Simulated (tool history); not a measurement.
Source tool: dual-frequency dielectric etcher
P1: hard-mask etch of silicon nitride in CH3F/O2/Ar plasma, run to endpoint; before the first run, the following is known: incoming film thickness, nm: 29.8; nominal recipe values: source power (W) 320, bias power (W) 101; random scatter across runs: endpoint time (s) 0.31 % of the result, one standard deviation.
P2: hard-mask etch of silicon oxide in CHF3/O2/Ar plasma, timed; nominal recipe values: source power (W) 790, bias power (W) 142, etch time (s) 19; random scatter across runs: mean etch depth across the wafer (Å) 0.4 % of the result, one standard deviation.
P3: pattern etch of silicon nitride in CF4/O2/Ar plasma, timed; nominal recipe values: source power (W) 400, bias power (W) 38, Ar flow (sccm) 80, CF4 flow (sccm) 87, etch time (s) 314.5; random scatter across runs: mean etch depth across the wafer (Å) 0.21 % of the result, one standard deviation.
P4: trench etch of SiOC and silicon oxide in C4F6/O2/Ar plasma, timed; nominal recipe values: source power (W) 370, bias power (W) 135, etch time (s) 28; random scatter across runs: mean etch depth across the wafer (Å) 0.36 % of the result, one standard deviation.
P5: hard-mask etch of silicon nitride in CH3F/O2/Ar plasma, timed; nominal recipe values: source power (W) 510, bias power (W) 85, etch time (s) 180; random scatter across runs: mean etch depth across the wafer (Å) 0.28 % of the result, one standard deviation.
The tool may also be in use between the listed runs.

run,hour,process that ran,source power (W),bias power (W),Ar flow (sccm),CF4 flow (sccm),etch time (s),hours since the last wet clean,hours since the last source power generator calibration,hours since the last bias power generator calibration,endpoint time (s),mean etch depth across the wafer (Å)
1,3,P1,320,101,,,,215.1,1902.8,893,42.371,
2,7.6,P3,400,38,80,87,314.5,219.7,1907.4,897.6,,4389.5
3,12.1,P4,370,110,,,28,224.2,1911.9,902.1,,462.11
4,17,P5,510,56,,,180,229.1,1916.8,907,,1267.7
5,20.6,P5,510,85,,,180,232.7,1920.4,910.6,,1455.5
6,25.2,P3,400,26,80,87,314.5,237.3,1925,915.2,,3853.8
7,28,P2,790,142,,,19,240.1,1927.8,918,,384.23
8,33,P4,370,135,,,15.5,245.1,1932.8,923,,271.57
9,36,P1,260,101,,,,248.1,1935.8,926,45.897,
10,40.9,P3,320,38,80,87,314.5,253,1940.7,930.9,,3602.7
11,44.8,P1,320,101,,,,256.9,1944.6,934.8,42.644,
12,49.1,P3,400,38,80,87,383.5,261.2,1948.9,939.1,,5323.3
13,53.4,P3,400,38,80,87,314.5,265.5,1953.2,943.4,,4376.4
14,58.8,P2,790,108,,,19,270.9,1958.6,948.8,,353.43
15,64.3,P3,400,38,61,87,314.5,276.4,1964.1,954.3,,4503.5
16,68.5,P4,370,135,,,28,280.6,1968.3,958.5,,489.96
17,72.3,P2,940,142,,,19,284.4,1972.1,962.3,,412.77
18,76.9,P1,440,101,,,,289,1976.7,966.9,37.821,
19,81.3,P1,320,101,,,,293.4,1981.1,971.3,42.434,
20,84.9,P3,400,38,80,51,314.5,297,1984.7,974.9,,4071.7
21,90.5,P5,610,85,,,180,302.6,1990.3,980.5,,1558.1
22,93,P1,450,127,,,,305.1,1992.8,983,34.613,
23,97.7,P5,510,85,,,125,309.8,1997.5,987.7,,1012.8
24,100.4,P1,320,122,,,,312.5,2000.2,990.4,39.704,
25,103.2,P1,320,101,,,,315.3,2003,993.2,42.772,
26,108.7,P1,370,63,,,,320.8,2008.5,998.7,47.754,
27,113.4,P5,510,85,,,180,325.5,2013.2,1003.4,,1451.5
28,118.8,P4,290,135,,,28,330.9,2018.6,1008.8,,444.97
29,121.9,P1,320,71,,,,334,2021.7,1011.9,48.318,
30,124.8,P2,790,142,,,28,336.9,2024.6,1014.8,,569.73
31,127.9,P1,320,101,,,,340,2027.7,1017.9,42.73,
32,133,P1,320,101,,,,345.1,2032.8,1023,42.62,
33,137.1,P1,320,101,,,,349.2,2036.9,1027.1,42.362,
34,139.6,P1,320,101,,,,351.7,2039.4,1029.6,42.292,
35,143.8,P1,320,101,,,,355.9,2043.6,1033.8,42.101,
36,147.6,P1,320,101,,,,359.7,2047.4,1037.6,42.12,
# hour 150: wet clean of the chamber
37,152.2,P1,320,101,,,,2.3,2052,1042.2,42.141,
38,157.4,P1,320,101,,,,7.5,2057.2,1047.4,41.935,

The log shows P1 creeping away from where it was. Any of the 2 causes listed here, at the size stated for it, fits the log just as well as the others:
A: bias power that arrives over what is set, % = 4.24
B: source power that arrives over what is set, % = 4.29
The creep began at about hour 133.
The rest of the possible causes, and what rules out each one:
chamber walls in a state that raises the etch rate, %: its service at hour 150 followed the start of the drift and did not put the process back to its old value

Question marks stand in for the results of the 4 check runs listed below, each run on one wafer. Under which run would the listed causes show clearly different results?
check 1,162.6,P5,510,85,,,180,,,,,?
check 2,162.6,P3,400,38,80,87,314.5,,,,,?
check 3,162.6,P4,370,135,,,28,,,,,?
check 4,162.6,P2,790,142,,,19,,,,,?

What every check run would give for each of its results, assuming each possible cause in turn:
check,result,if A,if B
check 1,mean etch depth across the wafer (Å),1478.4,1480.3
check 2,mean etch depth across the wafer (Å),4446.8,4546.1
check 3,mean etch depth across the wafer (Å),496.95,499.03
check 4,mean etch depth across the wafer (Å),390.06,391.37
How far apart the two closest causes lie, in the result that separates them most: check 1 0.13 %; check 2 2.21 %; check 3 0.42 %; check 4 0.34 %
Check 2 is the one run that separates the causes; every other check would come out nearly the same whichever cause is at work.

With check 2 done, the readings were: mean etch depth across the wafer (Å) 4448.6. Identify which of the listed causes applies.

It is A: bias power that arrives over what is set, %.

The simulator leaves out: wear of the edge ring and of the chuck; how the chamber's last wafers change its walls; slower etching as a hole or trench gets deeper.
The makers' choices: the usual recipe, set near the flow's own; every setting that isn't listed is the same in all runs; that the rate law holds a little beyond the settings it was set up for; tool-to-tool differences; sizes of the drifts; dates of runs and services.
